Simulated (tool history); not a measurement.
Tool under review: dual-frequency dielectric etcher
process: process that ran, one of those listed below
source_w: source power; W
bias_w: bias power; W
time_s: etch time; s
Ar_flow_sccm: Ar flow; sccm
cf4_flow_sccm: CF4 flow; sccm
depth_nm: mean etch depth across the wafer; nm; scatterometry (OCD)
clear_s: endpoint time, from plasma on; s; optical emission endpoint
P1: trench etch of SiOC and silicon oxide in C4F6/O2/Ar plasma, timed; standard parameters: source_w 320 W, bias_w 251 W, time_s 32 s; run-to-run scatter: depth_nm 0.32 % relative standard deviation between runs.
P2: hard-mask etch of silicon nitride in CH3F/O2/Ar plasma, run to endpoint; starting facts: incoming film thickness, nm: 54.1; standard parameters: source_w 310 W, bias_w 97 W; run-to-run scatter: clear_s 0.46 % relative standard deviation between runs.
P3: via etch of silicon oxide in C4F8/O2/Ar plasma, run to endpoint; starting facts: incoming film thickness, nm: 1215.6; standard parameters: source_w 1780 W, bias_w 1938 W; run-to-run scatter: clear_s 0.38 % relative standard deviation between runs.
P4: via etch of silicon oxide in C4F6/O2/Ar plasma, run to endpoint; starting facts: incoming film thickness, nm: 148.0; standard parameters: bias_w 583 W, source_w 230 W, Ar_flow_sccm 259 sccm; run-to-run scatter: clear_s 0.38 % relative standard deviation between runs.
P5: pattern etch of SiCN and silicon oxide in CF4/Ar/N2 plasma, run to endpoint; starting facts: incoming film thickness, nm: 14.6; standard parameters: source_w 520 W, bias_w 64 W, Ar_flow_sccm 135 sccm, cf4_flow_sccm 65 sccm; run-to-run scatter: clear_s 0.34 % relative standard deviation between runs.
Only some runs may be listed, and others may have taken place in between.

run	hour	process	source_w	bias_w	time_s	Ar_flow_sccm	cf4_flow_sccm	hours since the last wet clean	hours since the last source power generator calibration	hours since the last bias power generator calibration	depth_nm	clear_s
1	10.5	P1	320	251	32			107.1	2203.6	652	65.183	
2	26.1	P1	320	186	32			122.7	2219.2	667.6	58.77	
3	45	P5	520	89		135	65	141.6	2238.1	686.5		15.115
4	56.5	P4	230	823		259		153.1	2249.6	698		31.668
5	64.7	P4	230	583		165		161.3	2257.8	706.2		34.426
6	74.7	P1	440	251	32			171.3	2267.8	716.2	73.287	
7	89.6	P1	320	251	32			186.2	2282.7	731.1	65.018	
8	97.9	P5	520	64		97	65	194.5	2291	739.4		16.074
9	113.3	P1	240	251	32			209.9	2306.4	754.8	58.057	
10	131.2	P1	320	251	32			227.8	2324.3	772.7	65.325	
11	149.4	P1	320	251	32			246	2342.5	790.9	65.452	
12	160	P4	230	583		259		256.6	2353.1	801.5		36.028
13	170.1	P4	140	583		259		266.7	2363.2	811.6		43.624
14	182.8	P2	310	130				279.4	2375.9	824.3		69.507
15	195.1	P1	320	251	24.5			291.7	2388.2	836.6	50.032	
16	203.4	P1	320	251	32			300	2396.5	844.9	65.172	
17	218.6	P1	320	170	42.5			315.2	2411.7	860.1	75.969	
18	230.7	P1	380	251	41			327.3	2423.8	872.2	88.765	
19	242.2	P1	320	251	32			338.8	2435.3	883.7	64.768	
20	257	P2	310	97				353.6	2450.1	898.5		78.081
21	268.3	P5	520	64		135	65	364.9	2461.4	909.8		16.967
22	277.3	P3	1780	1436				373.9	2470.4	918.8		275.54
23	288.2	P3	1780	1938				384.8	2481.3	929.7		253.58
24	300.6	P5	520	64		135	88	397.2	2493.7	942.1		16.12
25	314.4	P1	320	251	32			411	2507.5	955.9	64.883	
26	329.1	P2	410	97				425.7	2522.2	970.6		70.332
27	340.8	P5	520	64		135	65	437.4	2533.9	982.3		16.982
28	349.2	P2	310	97				445.8	2542.3	990.7		77.214
29	363.3	P3	2300	1938				459.9	2556.4	1004.8		228.21
30	379.6	P5	700	64		135	65	476.2	2572.7	1021.1		13
31	394.6	P1	320	318	32			491.2	2587.7	1036.1	70.795	
32	403.8	P1	320	251	44.5			500.4	2596.9	1045.3	90.19	
33	421.4	P3	1780	1938				518	2614.5	1062.9		251.08
34	431.7	P1	320	251	32			528.3	2624.8	1073.2	65.198	
35	449.6	P1	320	251	32			546.2	2642.7	1091.1	65.044	
36	464.5	P1	320	251	32			561.1	2657.6	1106	64.427	
37	476.1	P1	320	251	32			572.7	2669.2	1117.6	64.307	
38	490.7	P1	320	251	32			587.3	2683.8	1132.2	64.372	
# hour 500.6: wet clean of the chamber
39	508.6	P1	320	251	32			8.1	2701.7	1150.1	63.851	
40	517.8	P1	320	251	32			17.3	2710.9	1159.3	64.128	
41	534	P1	320	251	32			33.5	2727.1	1175.5	64.464	
42	544	P1	320	251	32			43.5	2737.1	1185.5	64.442	
43	554.8	P1	320	251	32			54.3	2747.9	1196.3	63.835	
44	573.6	P1	320	251	32			73.1	2766.7	1215.1	64.115	
45	586.4	P1	320	251	32			85.9	2779.5	1227.9	64.043	

The output of P1 has drifted from where it used to be. Each of the 2 causes below, taken at the size shown beside it, accounts for the log equally well:
A: bias power that arrives under what is set, % = 4.6
B: source power that arrives under what is set, % = 4.15
Onset of the creep was near hour 431.7.
Each remaining cause and why it is not a fit:
chamber walls in a state that lowers the etch rate, %: serviced at hour 500.6, after the drift had started, without restoring the earlier output

Each of the check runs listed below is run on 2 wafers and reports their average, with the results left as question marks. Pick the one under which the possible causes would lead to clearly different results.
check 1	599.2	P2	310	97								?
check 2	599.2	P5	520	64		135	65					?
check 3	599.2	P4	230	583		259						?
check 4	599.2	P3	1780	1938								?

Check results expected under each cause:
check	result	if A	if B
check 1	clear_s	79.085	78.953
check 2	clear_s	17.233	17.6
check 3	clear_s	36.946	36.835
check 4	clear_s	257.05	257.95
Per-check spread between the two closest causes, in the result where they differ most: check 1 0.17 %; check 2 2.11 %; check 3 0.3 %; check 4 0.35 %
Of the check runs offered, only check 2 discriminates between the causes; the rest would read about the same regardless of which cause applies.

Then check 2 was run and gave: clear_s 17.238 s. Which cause is it?

The correct cause is A, namely: bias power that arrives under what is set, %.

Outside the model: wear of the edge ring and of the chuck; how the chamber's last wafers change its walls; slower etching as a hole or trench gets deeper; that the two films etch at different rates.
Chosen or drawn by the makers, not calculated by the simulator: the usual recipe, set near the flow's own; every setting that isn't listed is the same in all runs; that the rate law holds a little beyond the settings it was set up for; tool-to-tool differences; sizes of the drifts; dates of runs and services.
